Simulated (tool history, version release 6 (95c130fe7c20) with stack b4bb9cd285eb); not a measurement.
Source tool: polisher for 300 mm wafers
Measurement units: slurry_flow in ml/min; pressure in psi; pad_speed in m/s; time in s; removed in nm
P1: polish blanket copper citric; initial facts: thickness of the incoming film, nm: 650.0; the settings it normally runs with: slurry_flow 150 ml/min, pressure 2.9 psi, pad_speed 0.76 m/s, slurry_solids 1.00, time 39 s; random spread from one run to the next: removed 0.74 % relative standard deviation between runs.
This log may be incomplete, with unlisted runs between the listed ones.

run   hour  slurry_flow  pressure  pad_speed  slurry_solids  time  wafers polished on this pad  hours since the slurry nozzle was cleaned  hours since the head pressure was calibrated  hours since the slurry blender was calibrated  removed
  1    3.1          150       2.9       0.76           1.00    39                          537                                      208.2                                         272.3                                          162.4   58.680
  2    7.2          200       2.9       0.76           1.00    20                          580                                      212.3                                         276.4                                          166.5   31.622
       7.9  -- slurry blender recalibrated
  3   10.3          150       2.9       0.76           1.00    39                          612                                      215.4                                         279.5                                            2.4   58.270
  4   12.8          150       2.9       0.76           1.00    39                          638                                      217.9                                         282.0                                            4.9   58.614
  5   16.1          150       3.9       0.76           1.00    39                          672                                      221.2                                         285.3                                            8.2   77.582
  6   20.3          150       2.9       0.76           1.45    39                          716                                      225.4                                         289.5                                           12.4   63.670
  7   25.0          150       2.9       0.34           1.00    39                          764                                      230.1                                         294.2                                           17.1   27.164
  8   28.7          150       2.9       1.16           1.00    39                          803                                      233.8                                         297.9                                           20.8   88.095
  9   33.0          150       2.9       0.76           1.00    49                          847                                      238.1                                         302.2                                           25.1   72.595
 10   37.6          150       1.7       0.76           1.00    39                          895                                      242.7                                         306.8                                           29.7   34.629
      41.3  -- slurry nozzle cleaned
 11   42.3          150       2.9       0.76           1.00    18                          944                                        1.0                                         311.5                                           34.4   27.145
 12   44.7          150       2.9       0.76           1.00    39                          969                                        3.4                                         313.9                                           36.8   58.962
 13   48.2          150       2.9       0.76           1.00    39                         1005                                        6.9                                         317.4                                           40.3   59.864
 14   52.9          150       2.9       0.76           0.70    39                         1054                                       11.6                                         322.1                                           45.0   54.638
 15   55.8          150       2.9       0.76           1.00    39                         1084                                       14.5                                         325.0                                           47.9   58.929
 16   59.3           95       2.9       0.76           1.00    39                         1120                                       18.0                                         328.5                                           51.4   53.617
 17   64.0          150       2.9       0.76           1.00    39                         1169                                       22.7                                         333.2                                           56.1   58.588
 18   68.9          230       2.9       0.76           1.00    39                         1219                                       27.6                                         338.1                                           61.0   61.232
 19   72.4          150       2.9       0.76           1.00    39                         1256                                       31.1                                         341.6                                           64.5   58.982
 20   75.9          150       2.9       0.76           1.00    39                         1292                                       34.6                                         345.1                                           68.0   56.857
 21   80.4          150       2.9       0.76           1.00    39                         1339                                       39.1                                         349.6                                           72.5   54.844
      84.6  -- slurry blender recalibrated
 22   84.8          150       2.9       0.76           1.00    39                         1384                                       43.5                                         354.0                                            0.2   54.138
      87.6  -- worn pad replaced by a new one
 23   88.4          150       2.9       0.76           1.00    39                            8                                       47.1                                         357.6                                            3.8   53.652
 24   92.7          150       2.9       0.76           1.00    39                           52                                       51.4                                         361.9                                            8.1   54.412
 25   96.3          150       2.9       0.76           1.00    39                           90                                       55.0                                         365.5                                           11.7   53.443
 26   99.9          150       2.9       0.76           1.00    39                          127                                       58.6                                         369.1                                           15.3   53.222
 27  103.9          150       2.9       0.76           1.00    39                          169                                       62.6                                         373.1                                           19.3   53.372

Something has made what P1 gives creep away from where it was; the 2 causes below, each at its own stated size, fit the log equally well:
A: head's pressure below its setpoint, % = 9.42
B: slurry flow missing at the pad, % = 36.2
At approximately hour 72.4, the process output began to creep.
Ruled out, with reasons:
removal rate lost through wear of the pad, %: serviced at hour 87.6, which brought nothing back
abrasive missing from the slurry, %: serviced at hour 84.6, which brought nothing back

The list below offers 4 check runs, each averaging the results of 5 wafers, and shows each result as a question mark. For which of them would the listed causes give clearly different results?
check 1  107.9          150       2.9       0.50           1.00    23                                                                                                                                                                             ?
check 2  107.9          215       2.9       0.76           1.00    39                                                                                                                                                                             ?
check 3  107.9          150       2.9       1.14           1.00    25                                                                                                                                                                             ?
check 4  107.9          150       2.9       0.76           1.45    39                                                                                                                                                                             ?

Check results expected under each cause:
  check   result    if A    if B
check 1  removed  21.149  21.111
check 2  removed  56.412  57.943
check 3  removed  50.844  50.892
check 4  removed  58.051  58.042
Per-check spread between the two closest causes, in the result where they differ most: check 1 0.18 %; check 2 2.68 %; check 3 0.09 %; check 4 0.01 %
The causes can be told apart only by check 2. The other checks would give nearly the same results under each of them.

Check 2 was then run and gave: removed 56.392 nm. Which cause is it?

Of the candidate causes, it is A: head's pressure below its setpoint, %.
